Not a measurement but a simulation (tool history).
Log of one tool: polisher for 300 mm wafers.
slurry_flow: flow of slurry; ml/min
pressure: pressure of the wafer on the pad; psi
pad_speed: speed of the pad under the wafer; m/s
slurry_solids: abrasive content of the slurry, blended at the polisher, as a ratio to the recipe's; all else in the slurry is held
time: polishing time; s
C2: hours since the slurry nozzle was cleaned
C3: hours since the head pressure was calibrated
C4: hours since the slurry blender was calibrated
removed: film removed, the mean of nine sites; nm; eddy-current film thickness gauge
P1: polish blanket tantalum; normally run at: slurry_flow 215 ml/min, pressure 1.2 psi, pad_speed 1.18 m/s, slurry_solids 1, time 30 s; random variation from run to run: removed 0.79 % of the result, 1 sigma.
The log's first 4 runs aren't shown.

{"run": 5, "day": 2.975, "slurry_flow": 215, "pressure": 1.2, "pad_speed": 1.18, "slurry_solids": 1.3, "time": 30, "wafers polished on this pad": 1181, "C2": 231, "C3": 169.3, "C4": 218.9, "removed": 33.401}
{"run": 6, "day": 3.704, "slurry_flow": 215, "pressure": 1.2, "pad_speed": 1.82, "slurry_solids": 1, "time": 16, "wafers polished on this pad": 1406, "C2": 248.5, "C3": 186.8, "C4": 236.4, "removed": 26.056}
{"run": 7, "day": 4.062, "slurry_flow": 215, "pressure": 1.2, "pad_speed": 1.18, "slurry_solids": 1, "time": 30, "wafers polished on this pad": 1517, "C2": 257.1, "C3": 195.4, "C4": 245, "removed": 31.397}
{"run": 8, "day": 4.667, "slurry_flow": 300, "pressure": 1.2, "pad_speed": 1.18, "slurry_solids": 1, "time": 30, "wafers polished on this pad": 1703, "C2": 271.6, "C3": 209.9, "C4": 259.5, "removed": 33.097}
{"run": 9, "day": 5.221, "slurry_flow": 215, "pressure": 1.2, "pad_speed": 1.8, "slurry_solids": 1, "time": 30, "wafers polished on this pad": 1874, "C2": 284.9, "C3": 223.2, "C4": 272.8, "removed": 48.542}
{"run": 10, "day": 5.879, "slurry_flow": 215, "pressure": 1.2, "pad_speed": 1.18, "slurry_solids": 1, "time": 30, "wafers polished on this pad": 2077, "C2": 300.7, "C3": 239, "C4": 288.6, "removed": 31.344}
{"run": 11, "day": 6.496, "slurry_flow": 215, "pressure": 1.2, "pad_speed": 1.18, "slurry_solids": 1, "time": 30, "wafers polished on this pad": 2267, "C2": 315.5, "C3": 253.8, "C4": 303.4, "removed": 31.374}
{"run": 12, "day": 7.004, "slurry_flow": 215, "pressure": 0.8, "pad_speed": 1.18, "slurry_solids": 1, "time": 30, "wafers polished on this pad": 2424, "C2": 327.7, "C3": 266, "C4": 315.6, "removed": 21.173}
{"run": 13, "day": 7.354, "slurry_flow": 215, "pressure": 1.2, "pad_speed": 1.18, "slurry_solids": 1, "time": 30, "wafers polished on this pad": 2532, "C2": 336.1, "C3": 274.4, "C4": 324, "removed": 31.901}
{"run": 14, "day": 7.7, "slurry_flow": 215, "pressure": 1.2, "pad_speed": 1.18, "slurry_solids": 1, "time": 14, "wafers polished on this pad": 2639, "C2": 344.4, "C3": 282.7, "C4": 332.3, "removed": 14.521}
{"run": 15, "day": 8.058, "slurry_flow": 215, "pressure": 1.2, "pad_speed": 1.18, "slurry_solids": 1, "time": 30, "wafers polished on this pad": 2749, "C2": 353, "C3": 291.3, "C4": 340.9, "removed": 31.407}
{"run": 16, "day": 8.621, "slurry_flow": 215, "pressure": 1.2, "pad_speed": 1.18, "slurry_solids": 0.55, "time": 30, "wafers polished on this pad": 2923, "C2": 366.5, "C3": 304.8, "C4": 354.4, "removed": 25.486}
{"run": 17, "day": 9.367, "slurry_flow": 165, "pressure": 1.7, "pad_speed": 1.18, "slurry_solids": 1, "time": 30, "wafers polished on this pad": 3153, "C2": 384.4, "C3": 322.7, "C4": 372.3, "removed": 43.576}
{"run": 18, "day": 9.804, "slurry_flow": 130, "pressure": 1.2, "pad_speed": 1.18, "slurry_solids": 1, "time": 30, "wafers polished on this pad": 3288, "C2": 394.9, "C3": 333.2, "C4": 382.8, "removed": 29.444}
{"run": 19, "day": 10.467, "slurry_flow": 215, "pressure": 1.2, "pad_speed": 0.74, "slurry_solids": 1, "time": 30, "wafers polished on this pad": 3492, "C2": 410.8, "C3": 349.1, "C4": 398.7, "removed": 20.024}
{"run": 20, "day": 11.092, "slurry_flow": 215, "pressure": 1.2, "pad_speed": 1.18, "slurry_solids": 1, "time": 30, "wafers polished on this pad": 3685, "C2": 425.8, "C3": 364.1, "C4": 413.7, "removed": 31.879}
{"run": 21, "day": 11.85, "slurry_flow": 215, "pressure": 1.2, "pad_speed": 1.18, "slurry_solids": 1, "time": 30, "wafers polished on this pad": 3919, "C2": 444, "C3": 382.3, "C4": 431.9, "removed": 30.165}
{"run": 22, "day": 12.275, "slurry_flow": 215, "pressure": 1.2, "pad_speed": 1.18, "slurry_solids": 1, "time": 30, "wafers polished on this pad": 4050, "C2": 454.2, "C3": 392.5, "C4": 442.1, "removed": 30.12}
{"run": 23, "day": 12.933, "slurry_flow": 215, "pressure": 1.2, "pad_speed": 1.18, "slurry_solids": 1, "time": 30, "wafers polished on this pad": 4253, "C2": 470, "C3": 408.3, "C4": 457.9, "removed": 29.914}
{"day": 13.304, "done": "worn pad replaced by a new one"}
{"run": 24, "day": 13.579, "slurry_flow": 215, "pressure": 1.2, "pad_speed": 1.18, "slurry_solids": 1, "time": 30, "wafers polished on this pad": 85, "C2": 485.5, "C3": 423.8, "C4": 473.4, "removed": 29.407}
{"run": 25, "day": 13.938, "slurry_flow": 215, "pressure": 1.2, "pad_speed": 1.18, "slurry_solids": 1, "time": 30, "wafers polished on this pad": 196, "C2": 494.1, "C3": 432.4, "C4": 482, "removed": 29.339}
{"run": 26, "day": 14.325, "slurry_flow": 215, "pressure": 1.2, "pad_speed": 1.18, "slurry_solids": 1, "time": 30, "wafers polished on this pad": 315, "C2": 503.4, "C3": 441.7, "C4": 491.3, "removed": 29.594}

The next listed run, before its measurement:
{"run": 27, "day": 14.788, "slurry_flow": 215, "pressure": 1.2, "pad_speed": 1.18, "slurry_solids": 1, "time": 30, "wafers polished on this pad": 458, "C2": 514.5, "C3": 452.8, "C4": 502.4, "removed": "?"}

removed: 28.815 nm
